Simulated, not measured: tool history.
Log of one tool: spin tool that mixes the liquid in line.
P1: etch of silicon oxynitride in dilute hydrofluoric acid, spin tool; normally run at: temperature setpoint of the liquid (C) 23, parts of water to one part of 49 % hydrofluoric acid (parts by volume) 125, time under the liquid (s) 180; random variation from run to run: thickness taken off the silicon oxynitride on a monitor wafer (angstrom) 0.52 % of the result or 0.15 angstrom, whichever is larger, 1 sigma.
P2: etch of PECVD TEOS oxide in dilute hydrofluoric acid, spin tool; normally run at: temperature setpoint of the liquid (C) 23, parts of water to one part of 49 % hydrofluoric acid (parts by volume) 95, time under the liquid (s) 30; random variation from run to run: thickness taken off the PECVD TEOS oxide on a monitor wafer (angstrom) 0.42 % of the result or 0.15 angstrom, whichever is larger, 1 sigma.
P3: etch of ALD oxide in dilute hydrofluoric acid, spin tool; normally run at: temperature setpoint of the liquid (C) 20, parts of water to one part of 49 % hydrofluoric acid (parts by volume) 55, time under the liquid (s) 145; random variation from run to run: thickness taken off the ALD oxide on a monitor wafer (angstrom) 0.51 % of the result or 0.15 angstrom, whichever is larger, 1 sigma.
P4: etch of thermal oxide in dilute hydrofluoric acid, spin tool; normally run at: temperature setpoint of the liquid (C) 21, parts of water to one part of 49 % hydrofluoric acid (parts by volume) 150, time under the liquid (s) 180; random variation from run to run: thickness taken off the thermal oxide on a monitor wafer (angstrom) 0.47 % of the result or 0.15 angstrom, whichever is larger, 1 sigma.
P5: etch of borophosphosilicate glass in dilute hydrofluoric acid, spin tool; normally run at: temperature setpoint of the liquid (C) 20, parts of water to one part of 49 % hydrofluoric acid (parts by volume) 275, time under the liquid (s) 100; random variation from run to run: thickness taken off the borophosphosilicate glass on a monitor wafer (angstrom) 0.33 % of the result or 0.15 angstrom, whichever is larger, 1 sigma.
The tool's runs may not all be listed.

run   hour  process that ran  temperature setpoint of the liquid (C)  parts of water to one part of 49 % hydrofluoric acid (parts by volume)  time under the liquid (s)  hours since the thermometer was replaced  hours since the hydrofluoric acid flow meter was replaced  thickness taken off the silicon oxynitride on a monitor wafer (angstrom)  thickness taken off the ALD oxide on a monitor wafer (angstrom)  thickness taken off the PECVD TEOS oxide on a monitor wafer (angstrom)  thickness taken off the thermal oxide on a monitor wafer (angstrom)  thickness taken off the borophosphosilicate glass on a monitor wafer (angstrom)
  1    6.2                P1                                      23                                                                     125                        180                                     873.2                                                       1219                                                                    40.302
  2   11.3                P1                                      17                                                                     125                        180                                     878.3                                                     1224.1                                                                    30.127
  3     17                P3                                      20                                                                      55                        145                                       884                                                     1229.8                                                                                                                                     260.06
  4   23.3                P2                                      23                                                                      20                         30                                     890.3                                                     1236.1                                                                                                                                                                                                             422.51
  5   26.7                P1                                      23                                                                     125                        180                                     893.7                                                     1239.5                                                                    39.861
  6   32.7                P3                                      20                                                                      55                         50                                     899.7                                                     1245.5                                                                                                                                     90.822
  7   37.9                P1                                      23                                                                     125                        180                                     904.9                                                     1250.7                                                                    40.376
  8   40.9                P4                                      21                                                                     150                         80                                     907.9                                                     1253.7                                                                                                                                                                                                                                                                                  20.802
  9   44.1                P1                                      23                                                                     125                         40                                     911.1                                                     1256.9                                                                    8.7521
 10     47                P1                                    27.5                                                                     125                        180                                       914                                                     1259.8                                                                    49.354
 11   52.5                P1                                      23                                                                     125                        180                                     919.5                                                     1265.3                                                                     40.08
 12   58.1                P1                                      23                                                                     125                        180                                     925.1                                                     1270.9                                                                     40.34
 13   63.2                P1                                    27.5                                                                     125                        100                                     930.2                                                       1276                                                                    27.425
 14     68                P5                                      20                                                                     505                        100                                       935                                                     1280.8                                                                                                                                                                                                                                                                                                                                                                   36.688
 15   72.4                P1                                      23                                                                     125                        180                                     939.4                                                     1285.2                                                                    39.926
 16   77.9                P4                                      17                                                                     150                        180                                     944.9                                                     1290.7                                                                                                                                                                                                                                                                                  39.366
 17   82.5                P5                                      20                                                                     275                        100                                     949.5                                                     1295.3                                                                                                                                                                                                                                                                                                                                                                   81.682
 18   86.2                P1                                      23                                                                     195                        180                                     953.2                                                       1299                                                                    24.549
 19   90.8                P1                                    17.5                                                                      70                        180                                     957.8                                                     1303.6                                                                     56.82
 20   93.8                P4                                      21                                                                     150                        180                                     960.8                                                     1306.6                                                                                                                                                                                                                                                                                  46.667
 21   98.9                P4                                      21                                                                     150                        180                                     965.9                                                     1311.7                                                                                                                                                                                                                                                                                  46.393
 22  102.4                P3                                      28                                                                      55                        145                                     969.4                                                     1315.2                                                                                                                                     358.76
 23  105.4                P2                                      28                                                                      95                         30                                     972.4                                                     1318.2                                                                                                                                                                                                             97.997
 24  110.9                P5                                      20                                                                     275                        145                                     977.9                                                     1323.7                                                                                                                                                                                                                                                                                                                                                                   117.71
 25  115.7                P5                                      17                                                                     275                        100                                     982.7                                                     1328.5                                                                                                                                                                                                                                                                                                                                                                   72.851
 26    119                P4                                      21                                                                      35                        180                                       986                                                     1331.8                                                                                                                                                                                                                                                                                   227.2
 27    122                P1                                      23                                                                     125                        335                                       989                                                     1334.8                                                                    74.761
 28  126.6                P1                                    18.5                                                                      85                        180                                     993.6                                                     1339.4                                                                      48.7
 29  132.4                P1                                      23                                                                     125                        180                                     999.4                                                     1345.2                                                                    39.901
 30  138.8                P2                                      23                                                                      95                         60                                    1005.8                                                     1351.6                                                                                                                                                                                                             162.51
 31  143.5                P1                                      23                                                                      25                        180                                    1010.5                                                     1356.3                                                                    216.44
 32  148.7                P2                                      23                                                                      95                         30                                    1015.7                                                     1361.5                                                                                                                                                                                                             81.177
 33  152.3                P3                                      20                                                                      25                        145                                    1019.3                                                     1365.1                                                                                                                                     594.65
 34  156.9                P1                                      23                                                                     125                        180                                    1023.9                                                     1369.7                                                                    40.411
 35  161.4                P1                                      23                                                                     125                        180                                    1028.4                                                     1374.2                                                                    39.178
 36  165.9                P1                                      23                                                                     125                        180                                    1032.9                                                     1378.7                                                                    38.753
 37    171                P1                                      23                                                                     125                        180                                      1038                                                     1383.8                                                                    38.501
 38  177.3                P1                                      23                                                                     125                        180                                    1044.3                                                     1390.1                                                                    38.022
 39  182.9                P1                                      23                                                                     125                        180                                    1049.9                                                     1395.7                                                                    37.466
 40  189.1                P1                                      23                                                                     125                        180                                    1056.1                                                     1401.9                                                                    37.568
 41  192.3                P1                                      23                                                                     125                        180                                    1059.3                                                     1405.1                                                                     37.47
 42  198.7                P1                                      23                                                                     125                        180                                    1065.7                                                     1411.5                                                                    37.317
 43  201.8                P1                                      23                                                                     125                        180                                    1068.8                                                     1414.6                                                                    36.958
 44  204.8                P1                                      23                                                                     125                        180                                    1071.8                                                     1417.6                                                                    37.229
 45  209.5                P1                                      23                                                                     125                        180                                    1076.5                                                     1422.3                                                                    37.023

What P1 gives has crept away from where it was. These 2 causes fit the log equally well, each at the size given:
A: liquid colder than its thermometer reads (K) = 1.49
B: hydrofluoric acid flow below the setpoint (%) = 6.19
The creep began at about hour 156.9.

4 check runs are offered, each on 2 wafers whose results are averaged, their results left as question marks. Which one tells the causes apart?
check 1  214.2                P4                                    17.5                                                                      70                        180                                                                                                                                                                                                                                                                                                                                                                                            ?
check 2  214.2                P2                                      23                                                                      35                         55                                                                                                                                                                                                                                                                                                                       ?
check 3  214.2                P3                                      27                                                                      55                         55                                                                                                                                                                                                                                               ?
check 4  214.2                P5                                      17                                                                     495                        100                                                                                                                                                                                                                                                                                                                                                                                                                                                                             ?

What each check would give under each cause:
  check                                                                           result    if A    if B
check 1              thickness taken off the thermal oxide on a monitor wafer (angstrom)  88.529    88.1
check 2           thickness taken off the PECVD TEOS oxide on a monitor wafer (angstrom)   407.9  406.26
check 3                  thickness taken off the ALD oxide on a monitor wafer (angstrom)  124.18  123.06
check 4  thickness taken off the borophosphosilicate glass on a monitor wafer (angstrom)  32.305  31.183
How far apart the two closest causes lie, in the result that separates them most: check 1 0.49 %; check 2 0.4 %; check 3 0.91 %; check 4 3.53 %
Check 4 tells the causes apart: in the others they would give nearly the same result.

Check 4 was then run and gave: thickness taken off the borophosphosilicate glass on a monitor wafer (angstrom) 32.354. Which cause is it?

It is A: liquid colder than its thermometer reads (K).
